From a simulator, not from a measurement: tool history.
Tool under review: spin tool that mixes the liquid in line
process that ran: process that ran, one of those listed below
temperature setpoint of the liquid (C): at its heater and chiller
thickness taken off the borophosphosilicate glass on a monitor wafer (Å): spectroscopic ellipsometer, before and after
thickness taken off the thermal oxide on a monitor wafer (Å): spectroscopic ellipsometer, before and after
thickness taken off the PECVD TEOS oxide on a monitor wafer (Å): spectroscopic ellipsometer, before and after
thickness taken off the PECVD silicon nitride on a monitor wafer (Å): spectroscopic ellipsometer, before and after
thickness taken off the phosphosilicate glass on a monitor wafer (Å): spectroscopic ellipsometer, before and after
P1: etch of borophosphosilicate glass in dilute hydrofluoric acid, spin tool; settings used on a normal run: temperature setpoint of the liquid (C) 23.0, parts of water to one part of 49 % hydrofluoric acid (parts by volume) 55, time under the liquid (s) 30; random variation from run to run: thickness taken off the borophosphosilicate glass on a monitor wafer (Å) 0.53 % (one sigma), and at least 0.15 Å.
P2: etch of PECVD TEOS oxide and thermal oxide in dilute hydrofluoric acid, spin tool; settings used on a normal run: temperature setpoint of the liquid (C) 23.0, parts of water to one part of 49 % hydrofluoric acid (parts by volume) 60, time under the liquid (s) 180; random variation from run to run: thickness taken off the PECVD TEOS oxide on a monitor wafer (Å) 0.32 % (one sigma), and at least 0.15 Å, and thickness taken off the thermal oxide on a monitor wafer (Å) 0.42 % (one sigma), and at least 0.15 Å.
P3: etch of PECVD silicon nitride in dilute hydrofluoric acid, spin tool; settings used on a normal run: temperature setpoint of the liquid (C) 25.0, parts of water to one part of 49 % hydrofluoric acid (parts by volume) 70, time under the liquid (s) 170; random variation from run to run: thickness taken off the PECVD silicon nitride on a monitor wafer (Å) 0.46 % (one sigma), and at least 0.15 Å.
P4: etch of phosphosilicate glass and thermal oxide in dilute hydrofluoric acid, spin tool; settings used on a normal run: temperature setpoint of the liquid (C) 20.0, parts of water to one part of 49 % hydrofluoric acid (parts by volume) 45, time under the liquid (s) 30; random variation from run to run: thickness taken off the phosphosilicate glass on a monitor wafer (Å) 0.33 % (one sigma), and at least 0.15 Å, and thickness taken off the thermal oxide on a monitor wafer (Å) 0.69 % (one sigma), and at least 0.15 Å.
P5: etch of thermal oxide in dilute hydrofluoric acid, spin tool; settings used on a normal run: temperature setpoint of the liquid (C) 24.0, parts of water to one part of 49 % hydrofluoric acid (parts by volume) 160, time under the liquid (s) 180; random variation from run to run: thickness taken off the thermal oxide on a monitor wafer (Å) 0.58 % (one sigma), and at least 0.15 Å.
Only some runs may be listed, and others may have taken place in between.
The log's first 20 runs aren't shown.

run   hour  process that ran  temperature setpoint of the liquid (C)  parts of water to one part of 49 % hydrofluoric acid (parts by volume)  time under the liquid (s)  thickness taken off the borophosphosilicate glass on a monitor wafer (Å)  thickness taken off the thermal oxide on a monitor wafer (Å)  thickness taken off the PECVD TEOS oxide on a monitor wafer (Å)  thickness taken off the PECVD silicon nitride on a monitor wafer (Å)  thickness taken off the phosphosilicate glass on a monitor wafer (Å)
 21  284.2                P3                                    29.5                                                                      70                        170                                                                                                                                                                                                                                                                         59.378
 22  301.2                P5                                    24.0                                                                     160                        340                                                                                                                                  96.517
 23  317.1                P1                                    28.0                                                                      55                         30                                                                    406.91
 24  325.7                P4                                    20.0                                                                      70                         30                                                                                                                                  18.391                                                                                                                                                                                                       223.91
 25  339.5                P3                                    25.0                                                                      20                        170                                                                                                                                                                                                                                                                        148.980
 26  355.0                P4                                    17.0                                                                      45                         30                                                                                                                                  25.963                                                                                                                                                                                                       315.68
 27  371.6                P1                                    23.0                                                                      55                         30                                                                    332.96
     374.9  -- hydrofluoric acid flow meter replaced
 28  388.2                P1                                    23.0                                                                      55                         15                                                                    166.79
 29  397.9                P2                                    29.5                                                                      60                        180                                                                                                                                 187.640                                                          333.300
 30  412.1                P3                                    25.0                                                                      70                        170                                                                                                                                                                                                                                                                         43.537
 31  421.4                P4                                    20.0                                                                      45                         30                                                                                                                                  29.512                                                                                                                                                                                                       358.99
 32  432.3                P1                                    23.0                                                                      35                         30                                                                    538.30
 33  445.5                P1                                    23.0                                                                      55                         30                                                                    333.62
 34  462.6                P1                                    23.0                                                                      55                         30                                                                    337.61
 35  477.6                P1                                    23.0                                                                      55                         30                                                                    321.81
 36  496.0                P1                                    23.0                                                                      55                         30                                                                    317.21
 37  514.2                P1                                    23.0                                                                      55                         30                                                                    312.40

What does the tool deliver on the next run?
 38  523.2                P1                                    23.0                                                                      55                         30                                                                         ?

Run 38 came out at thickness taken off the borophosphosilicate glass on a monitor wafer (Å) 310.28.
